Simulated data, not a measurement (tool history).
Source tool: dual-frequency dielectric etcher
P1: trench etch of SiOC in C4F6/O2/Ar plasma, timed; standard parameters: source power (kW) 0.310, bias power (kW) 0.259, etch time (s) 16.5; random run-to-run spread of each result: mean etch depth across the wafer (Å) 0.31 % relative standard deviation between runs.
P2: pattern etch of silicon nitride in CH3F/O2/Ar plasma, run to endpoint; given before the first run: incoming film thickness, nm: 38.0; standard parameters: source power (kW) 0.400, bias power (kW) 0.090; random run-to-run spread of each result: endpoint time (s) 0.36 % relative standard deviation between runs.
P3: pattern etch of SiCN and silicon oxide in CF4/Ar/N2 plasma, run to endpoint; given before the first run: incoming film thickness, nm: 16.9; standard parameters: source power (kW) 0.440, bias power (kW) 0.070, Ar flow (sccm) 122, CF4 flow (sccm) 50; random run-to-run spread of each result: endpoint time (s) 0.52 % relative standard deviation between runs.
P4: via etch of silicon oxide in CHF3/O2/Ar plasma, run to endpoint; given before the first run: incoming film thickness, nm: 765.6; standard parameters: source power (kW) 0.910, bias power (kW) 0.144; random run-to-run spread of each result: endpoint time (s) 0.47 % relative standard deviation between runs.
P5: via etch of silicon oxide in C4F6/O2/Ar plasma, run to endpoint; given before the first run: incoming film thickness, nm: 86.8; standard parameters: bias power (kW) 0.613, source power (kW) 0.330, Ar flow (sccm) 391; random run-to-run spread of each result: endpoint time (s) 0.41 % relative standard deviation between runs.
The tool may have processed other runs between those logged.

| run | hour | process that ran | source power (kW) | bias power (kW) | etch time (s) | Ar flow (sccm) | CF4 flow (sccm) | hours since the last wet clean | hours since the last source power generator calibration | hours since the last bias power generator calibration | mean etch depth across the wafer (Å) | endpoint time (s) |
|---|---|---|---|---|---|---|---|---|---|---|---|---|
| 1 | 7.3 | P1 | 0.310 | 0.259 | 16.5 |  |  | 76.6 | 1668.1 | 979.0 | 353.49 |  |
| 2 | 14.4 | P5 | 0.330 | 0.613 |  | 391 |  | 83.7 | 1675.2 | 986.1 |  | 19.478 |
| 3 | 22.7 | P5 | 0.330 | 0.613 |  | 314 |  | 92.0 | 1683.5 | 994.4 |  | 18.939 |
| 4 | 31.4 | P3 | 0.440 | 0.070 |  | 95 | 50 | 100.7 | 1692.2 | 1003.1 |  | 21.899 |
| 5 | 39.4 | P1 | 0.310 | 0.309 | 16.5 |  |  | 108.7 | 1700.2 | 1011.1 | 372.64 |  |
| 6 | 46.1 | P1 | 0.310 | 0.259 | 16.5 |  |  | 115.4 | 1706.9 | 1017.8 | 350.82 |  |
|  | 47.4 | wet clean of the chamber |
| 7 | 50.6 | P4 | 0.910 | 0.144 |  |  |  | 3.2 | 1711.4 | 1022.3 |  | 367.480 |
| 8 | 56.1 | P3 | 0.440 | 0.070 |  | 122 | 50 | 8.7 | 1716.9 | 1027.8 |  | 22.624 |
| 9 | 61.0 | P4 | 0.910 | 0.144 |  |  |  | 13.6 | 1721.8 | 1032.7 |  | 362.990 |
| 10 | 67.5 | P4 | 1.250 | 0.144 |  |  |  | 20.1 | 1728.3 | 1039.2 |  | 322.080 |
| 11 | 74.7 | P5 | 0.450 | 0.613 |  | 391 |  | 27.3 | 1735.5 | 1046.4 |  | 17.358 |
| 12 | 80.7 | P3 | 0.440 | 0.055 |  | 122 | 50 | 33.3 | 1741.5 | 1052.4 |  | 24.695 |
| 13 | 85.5 | P2 | 0.400 | 0.073 |  |  |  | 38.1 | 1746.3 | 1057.2 |  | 54.864 |
| 14 | 92.5 | P1 | 0.310 | 0.259 | 16.5 |  |  | 45.1 | 1753.3 | 1064.2 | 351.85 |  |
| 15 | 98.6 | P4 | 0.910 | 0.174 |  |  |  | 51.2 | 1759.4 | 1070.3 |  | 340.320 |
| 16 | 104.6 | P1 | 0.310 | 0.259 | 9.0 |  |  | 57.2 | 1765.4 | 1076.3 | 191.19 |  |
| 17 | 114.5 | P3 | 0.290 | 0.070 |  | 122 | 50 | 67.1 | 1775.3 | 1086.2 |  | 32.563 |
| 18 | 119.7 | P1 | 0.420 | 0.259 | 16.5 |  |  | 72.3 | 1780.5 | 1091.4 | 392.93 |  |
| 19 | 128.8 | P5 | 0.330 | 0.361 |  | 391 |  | 81.4 | 1789.6 | 1100.5 |  | 23.800 |
| 20 | 134.6 | P1 | 0.310 | 0.259 | 25.0 |  |  | 87.2 | 1795.4 | 1106.3 | 532.21 |  |
| 21 | 142.5 | P1 | 0.310 | 0.204 | 16.5 |  |  | 95.1 | 1803.3 | 1114.2 | 323.16 |  |
| 22 | 149.2 | P1 | 0.310 | 0.259 | 16.5 |  |  | 101.8 | 1810.0 | 1120.9 | 351.42 |  |
| 23 | 156.3 | P2 | 0.300 | 0.090 |  |  |  | 108.9 | 1817.1 | 1128.0 |  | 56.711 |
| 24 | 161.2 | P1 | 0.310 | 0.259 | 16.5 |  |  | 113.8 | 1822.0 | 1132.9 | 350.76 |  |
| 25 | 166.3 | P1 | 0.310 | 0.259 | 16.5 |  |  | 118.9 | 1827.1 | 1138.0 | 350.91 |  |
| 26 | 175.4 | P2 | 0.400 | 0.090 |  |  |  | 128.0 | 1836.2 | 1147.1 |  | 50.938 |
| 27 | 183.0 | P1 | 0.220 | 0.214 | 16.5 |  |  | 135.6 | 1843.8 | 1154.7 | 288.71 |  |
| 28 | 190.1 | P1 | 0.230 | 0.259 | 16.5 |  |  | 142.7 | 1850.9 | 1161.8 | 314.43 |  |
| 29 | 195.7 | P5 | 0.330 | 0.613 |  | 391 |  | 148.3 | 1856.5 | 1167.4 |  | 19.307 |
| 30 | 205.5 | P2 | 0.400 | 0.090 |  |  |  | 158.1 | 1866.3 | 1177.2 |  | 51.247 |
| 31 | 211.2 | P3 | 0.440 | 0.070 |  | 122 | 64 | 163.8 | 1872.0 | 1182.9 |  | 21.782 |
| 32 | 217.0 | P1 | 0.310 | 0.259 | 16.5 |  |  | 169.6 | 1877.8 | 1188.7 | 349.25 |  |
| 33 | 222.8 | P1 | 0.310 | 0.259 | 16.5 |  |  | 175.4 | 1883.6 | 1194.5 | 351.83 |  |
| 34 | 232.1 | P1 | 0.310 | 0.259 | 16.5 |  |  | 184.7 | 1892.9 | 1203.8 | 354.86 |  |
| 35 | 237.9 | P1 | 0.310 | 0.259 | 16.5 |  |  | 190.5 | 1898.7 | 1209.6 | 352.55 |  |
| 36 | 247.6 | P1 | 0.310 | 0.259 | 16.5 |  |  | 200.2 | 1908.4 | 1219.3 | 355.09 |  |
| 37 | 253.7 | P1 | 0.310 | 0.259 | 16.5 |  |  | 206.3 | 1914.5 | 1225.4 | 356.71 |  |
| 38 | 263.4 | P1 | 0.310 | 0.259 | 16.5 |  |  | 216.0 | 1924.2 | 1235.1 | 355.69 |  |
| 39 | 271.8 | P1 | 0.310 | 0.259 | 16.5 |  |  | 224.4 | 1932.6 | 1243.5 | 355.38 |  |
|  | 278.3 | wet clean of the chamber |
| 40 | 279.2 | P1 | 0.310 | 0.259 | 16.5 |  |  | 0.9 | 1940.0 | 1250.9 | 355.39 |  |
| 41 | 285.7 | P1 | 0.310 | 0.259 | 16.5 |  |  | 7.4 | 1946.5 | 1257.4 | 356.87 |  |
| 42 | 290.3 | P1 | 0.310 | 0.259 | 16.5 |  |  | 12.0 | 1951.1 | 1262.0 | 356.36 |  |
| 43 | 295.2 | P1 | 0.310 | 0.259 | 16.5 |  |  | 16.9 | 1956.0 | 1266.9 | 357.33 |  |
| 44 | 302.0 | P1 | 0.310 | 0.259 | 16.5 |  |  | 23.7 | 1962.8 | 1273.7 | 357.55 |  |

The output of P1 has drifted from where it used to be. Each of the 2 causes below, taken at the size shown beside it, accounts for the log equally well:
A: source power that arrives over what is set, % = 4.18
B: bias power that arrives over what is set, % = 4.58
Creep in the process output first set in at about hour 222.8.
All other causes, with the reason each is excluded:
chamber walls in a state that raises the etch rate, %: its service at hour 278.3 followed the start of the drift and did not put the process back to its old value

Below are 4 check runs, each averaged over 5 wafers, with their results shown as question marks. Which of them would give clearly different results depending on which cause is behind the drift?
| check 1 | 308.8 | P3 | 0.440 | 0.070 |  | 122 | 63 |  |  |  |  | ? |
| check 2 | 308.8 | P4 | 1.240 | 0.144 |  |  |  |  |  |  |  | ? |
| check 3 | 308.8 | P5 | 0.400 | 0.380 |  | 391 |  |  |  |  |  | ? |
| check 4 | 308.8 | P2 | 0.330 | 0.090 |  |  |  |  |  |  |  | ? |

Expected result of each check under each candidate cause:
| check | result | if A | if B |
|---|---|---|---|
| check 1 | endpoint time (s) | 21.060 | 21.487 |
| check 2 | endpoint time (s) | 317.480 | 318.290 |
| check 3 | endpoint time (s) | 21.308 | 21.290 |
| check 4 | endpoint time (s) | 53.813 | 53.754 |
Distance between the nearest two causes, measured in the result of the check that separates them most: check 1 2.01 %; check 2 0.26 %; check 3 0.08 %; check 4 0.11 %
Check 1 distinguishes between the causes, while the remaining checks would return nearly the same result for all of them.

Check 1 has now been run. It gave: endpoint time (s) 21.097. Which of the candidate causes is it?

The correct cause is A, namely: source power that arrives over what is set, %.
